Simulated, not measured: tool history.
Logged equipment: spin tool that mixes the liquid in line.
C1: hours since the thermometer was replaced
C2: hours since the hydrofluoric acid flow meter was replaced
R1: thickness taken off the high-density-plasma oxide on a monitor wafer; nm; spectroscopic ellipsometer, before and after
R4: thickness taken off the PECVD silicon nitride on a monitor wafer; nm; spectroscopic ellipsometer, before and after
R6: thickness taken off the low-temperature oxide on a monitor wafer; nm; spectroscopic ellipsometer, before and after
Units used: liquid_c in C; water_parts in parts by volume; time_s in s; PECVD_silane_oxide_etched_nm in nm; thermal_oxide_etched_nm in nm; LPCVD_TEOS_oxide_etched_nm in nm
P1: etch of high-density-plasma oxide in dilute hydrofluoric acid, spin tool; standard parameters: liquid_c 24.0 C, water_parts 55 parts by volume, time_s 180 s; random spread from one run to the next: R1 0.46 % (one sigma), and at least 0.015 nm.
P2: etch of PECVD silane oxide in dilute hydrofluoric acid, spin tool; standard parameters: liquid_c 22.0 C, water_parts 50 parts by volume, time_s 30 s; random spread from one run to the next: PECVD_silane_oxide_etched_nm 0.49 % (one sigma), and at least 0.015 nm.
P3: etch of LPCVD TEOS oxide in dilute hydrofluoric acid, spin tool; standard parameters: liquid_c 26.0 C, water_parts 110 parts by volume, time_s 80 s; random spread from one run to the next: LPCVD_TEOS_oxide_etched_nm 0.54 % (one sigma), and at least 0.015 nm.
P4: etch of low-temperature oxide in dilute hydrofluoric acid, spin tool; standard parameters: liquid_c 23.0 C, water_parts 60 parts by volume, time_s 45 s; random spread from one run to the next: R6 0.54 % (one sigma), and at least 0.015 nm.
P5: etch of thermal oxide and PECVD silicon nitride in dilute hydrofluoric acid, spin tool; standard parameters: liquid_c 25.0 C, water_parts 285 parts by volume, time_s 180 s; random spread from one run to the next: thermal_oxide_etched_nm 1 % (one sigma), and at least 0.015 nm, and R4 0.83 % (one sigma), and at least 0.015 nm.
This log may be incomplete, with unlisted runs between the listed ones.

Run 1, hour 3.8: process P1, liquid_c 24.0 C, water_parts 55 parts by volume, time_s 180 s; C1 691.7; C2 1074.3. Result: R1 19.29700 nm.
Run 2, hour 11.4: process P2, liquid_c 22.0 C, water_parts 50 parts by volume, time_s 30 s; C1 699.3; C2 1081.9. Result: PECVD_silane_oxide_etched_nm 10.1070 nm.
Run 3, hour 16.1: process P5, liquid_c 17.5 C, water_parts 285 parts by volume, time_s 180 s; C1 704.0; C2 1086.6. Result: thermal_oxide_etched_nm 1.9751 nm, R4 1.4627 nm.
Run 4, hour 21.6: process P1, liquid_c 24.0 C, water_parts 55 parts by volume, time_s 180 s; C1 709.5; C2 1092.1. Result: R1 19.11900 nm.
Run 5, hour 25.5: process P2, liquid_c 22.0 C, water_parts 50 parts by volume, time_s 55 s; C1 713.4; C2 1096.0. Result: PECVD_silane_oxide_etched_nm 18.3650 nm.
Run 6, hour 30.5: process P3, liquid_c 26.0 C, water_parts 110 parts by volume, time_s 80 s; C1 718.4; C2 1101.0. Result: LPCVD_TEOS_oxide_etched_nm 22.296 nm.
Run 7, hour 34.4: process P1, liquid_c 29.0 C, water_parts 55 parts by volume, time_s 180 s; C1 722.3; C2 1104.9. Result: R1 23.36700 nm.
Run 8, hour 40.1: process P3, liquid_c 33.0 C, water_parts 110 parts by volume, time_s 80 s; C1 728.0; C2 1110.6. Result: LPCVD_TEOS_oxide_etched_nm 29.365 nm.
Run 9, hour 44.3: process P2, liquid_c 17.0 C, water_parts 50 parts by volume, time_s 30 s; C1 732.2; C2 1114.8. Result: PECVD_silane_oxide_etched_nm 8.1432 nm.
Run 10, hour 48.8: process P1, liquid_c 24.0 C, water_parts 55 parts by volume, time_s 180 s; C1 736.7; C2 1119.3. Result: R1 19.02000 nm.
Run 11, hour 55.8: process P4, liquid_c 23.0 C, water_parts 60 parts by volume, time_s 45 s; C1 743.7; C2 1126.3. Result: R6 7.9240 nm.
Run 12, hour 61.8: process P1, liquid_c 17.5 C, water_parts 55 parts by volume, time_s 180 s; C1 749.7; C2 1132.3. Result: R1 14.65600 nm.
Run 13, hour 65.7: process P3, liquid_c 26.0 C, water_parts 60 parts by volume, time_s 80 s; C1 753.6; C2 1136.2. Result: LPCVD_TEOS_oxide_etched_nm 43.926 nm.
Run 14, hour 73.3: process P1, liquid_c 24.0 C, water_parts 100 parts by volume, time_s 15 s; C1 761.2; C2 1143.8. Result: R1 0.83847 nm.
Run 15, hour 77.5: process P5, liquid_c 25.0 C, water_parts 65 parts by volume, time_s 180 s; C1 765.4; C2 1148.0. Result: thermal_oxide_etched_nm 14.9940 nm, R4 10.3150 nm.
Run 16, hour 82.4: process P1, liquid_c 24.0 C, water_parts 20 parts by volume, time_s 180 s; C1 770.3; C2 1152.9. Result: R1 55.30200 nm.
Run 17, hour 86.8: process P1, liquid_c 24.0 C, water_parts 90 parts by volume, time_s 180 s; C1 774.7; C2 1157.3. Result: R1 11.16300 nm.
Run 18, hour 94.6: process P1, liquid_c 17.0 C, water_parts 75 parts by volume, time_s 180 s; C1 782.5; C2 1165.1. Result: R1 10.20600 nm.
Run 19, hour 102.7: process P4, liquid_c 23.0 C, water_parts 60 parts by volume, time_s 45 s; C1 790.6; C2 1173.2. Result: R6 8.0326 nm.
Run 20, hour 107.4: process P1, liquid_c 24.0 C, water_parts 55 parts by volume, time_s 360 s; C1 795.3; C2 1177.9. Result: R1 38.50300 nm.
Run 21, hour 112.1: process P1, liquid_c 24.0 C, water_parts 55 parts by volume, time_s 180 s; C1 800.0; C2 1182.6. Result: R1 18.92300 nm.
Run 22, hour 119.7: process P5, liquid_c 25.0 C, water_parts 285 parts by volume, time_s 90 s; C1 807.6; C2 1190.2. Result: thermal_oxide_etched_nm 1.3268 nm, R4 1.1495 nm.
Run 23, hour 125.0: process P4, liquid_c 31.0 C, water_parts 60 parts by volume, time_s 45 s; C1 812.9; C2 1195.5. Result: R6 10.9980 nm.
Run 24, hour 129.1: process P4, liquid_c 23.0 C, water_parts 60 parts by volume, time_s 85 s; C1 817.0; C2 1199.6. Result: R6 14.9810 nm.
Run 25, hour 135.3: process P2, liquid_c 22.0 C, water_parts 70 parts by volume, time_s 30 s; C1 823.2; C2 1205.8. Result: PECVD_silane_oxide_etched_nm 7.0628 nm.
Run 26, hour 141.1: process P1, liquid_c 24.0 C, water_parts 55 parts by volume, time_s 180 s; C1 829.0; C2 1211.6. Result: R1 19.08900 nm.
Run 27, hour 146.2: process P5, liquid_c 25.0 C, water_parts 285 parts by volume, time_s 180 s; C1 834.1; C2 1216.7. Result: thermal_oxide_etched_nm 2.6265 nm, R4 2.3409 nm.
Run 28, hour 151.8: process P3, liquid_c 26.0 C, water_parts 110 parts by volume, time_s 80 s; C1 839.7; C2 1222.3. Result: LPCVD_TEOS_oxide_etched_nm 22.412 nm.
Run 29, hour 158.1: process P1, liquid_c 24.0 C, water_parts 55 parts by volume, time_s 30 s; C1 846.0; C2 1228.6. Result: R1 3.20230 nm.
Run 30, hour 166.0: process P4, liquid_c 23.0 C, water_parts 20 parts by volume, time_s 45 s; C1 853.9; C2 1236.5. Result: R6 25.0590 nm.
Run 31, hour 173.3: process P2, liquid_c 22.0 C, water_parts 50 parts by volume, time_s 30 s; C1 861.2; C2 1243.8. Result: PECVD_silane_oxide_etched_nm 10.1500 nm.
Run 32, hour 180.1: process P3, liquid_c 26.0 C, water_parts 110 parts by volume, time_s 160 s; C1 868.0; C2 1250.6. Result: LPCVD_TEOS_oxide_etched_nm 44.682 nm.
Run 33, hour 183.6: process P1, liquid_c 24.0 C, water_parts 55 parts by volume, time_s 180 s; C1 871.5; C2 1254.1. Result: R1 19.09600 nm.
Run 34, hour 188.0: process P1, liquid_c 24.0 C, water_parts 55 parts by volume, time_s 180 s; C1 875.9; C2 1258.5. Result: R1 19.47600 nm.
Run 35, hour 194.6: process P1, liquid_c 24.0 C, water_parts 55 parts by volume, time_s 180 s; C1 882.5; C2 1265.1. Result: R1 19.75600 nm.
Run 36, hour 198.3: process P1, liquid_c 24.0 C, water_parts 55 parts by volume, time_s 180 s; C1 886.2; C2 1268.8. Result: R1 20.04800 nm.
Run 37, hour 203.7: process P1, liquid_c 24.0 C, water_parts 55 parts by volume, time_s 180 s; C1 891.6; C2 1274.2. Result: R1 20.08200 nm.
Run 38, hour 209.4: process P1, liquid_c 24.0 C, water_parts 55 parts by volume, time_s 180 s; C1 897.3; C2 1279.9. Result: R1 20.02100 nm.
Run 39, hour 217.5: process P1, liquid_c 24.0 C, water_parts 55 parts by volume, time_s 180 s; C1 905.4; C2 1288.0. Result: R1 20.21000 nm.
Run 40, hour 223.2: process P1, liquid_c 24.0 C, water_parts 55 parts by volume, time_s 180 s; C1 911.1; C2 1293.7. Result: R1 20.15900 nm.
Run 41, hour 228.5: process P1, liquid_c 24.0 C, water_parts 55 parts by volume, time_s 180 s; C1 916.4; C2 1299.0. Result: R1 20.21300 nm.
Run 42, hour 235.1: process P1, liquid_c 24.0 C, water_parts 55 parts by volume, time_s 180 s; C1 923.0; C2 1305.6. Result: R1 20.22900 nm.
Run 43, hour 238.9: process P1, liquid_c 24.0 C, water_parts 55 parts by volume, time_s 180 s; C1 926.8; C2 1309.4. Result: R1 20.30400 nm.

The output of P1 has drifted from where it used to be. Each of the 2 causes below, taken at the size shown beside it, accounts for the log equally well:
A: liquid hotter than its thermometer reads (K) = 1.4
B: hydrofluoric acid flow above the setpoint (%) = 5.44
At approximately hour 183.6, the process output began to creep.

4 check runs are offered, each on 3 wafers whose results are averaged, their results left as question marks. Which one tells the causes apart?
Run check 1, hour 242.7: process P2, liquid_c 22.0 C, water_parts 70 parts by volume, time_s 30 s. Result: PECVD_silane_oxide_etched_nm ?.
Run check 2, hour 242.7: process P4, liquid_c 26.5 C, water_parts 60 parts by volume, time_s 45 s. Result: R6 ?.
Run check 3, hour 242.7: process P3, liquid_c 26.0 C, water_parts 110 parts by volume, time_s 150 s. Result: LPCVD_TEOS_oxide_etched_nm ?.
Run check 4, hour 242.7: process P5, liquid_c 17.5 C, water_parts 130 parts by volume, time_s 180 s. Result: thermal_oxide_etched_nm ?, R4 ?.

Predicted outcomes, by check and by cause:
  check                        result    if A    if B
check 1  PECVD_silane_oxide_etched_nm  7.4600  7.4603
check 2                            R6  9.7251  9.7414
check 3    LPCVD_TEOS_oxide_etched_nm  44.368  44.660
check 4       thermal_oxide_etched_nm  5.3517  5.3645
check 4                            R4  3.4419  3.2924
Distance between the nearest two causes, measured in the result of the check that separates them most: check 1 0 %; check 2 0.17 %; check 3 0.66 %; check 4 4.44 %
Only check 4 tells the causes apart: in the others they would give nearly the same result.

Check 4 has now been run. It gave: thermal_oxide_etched_nm 5.3490 nm; R4 3.2782 nm. Which of the candidate causes is it?

B is the cause: hydrofluoric acid flow above the setpoint (%).
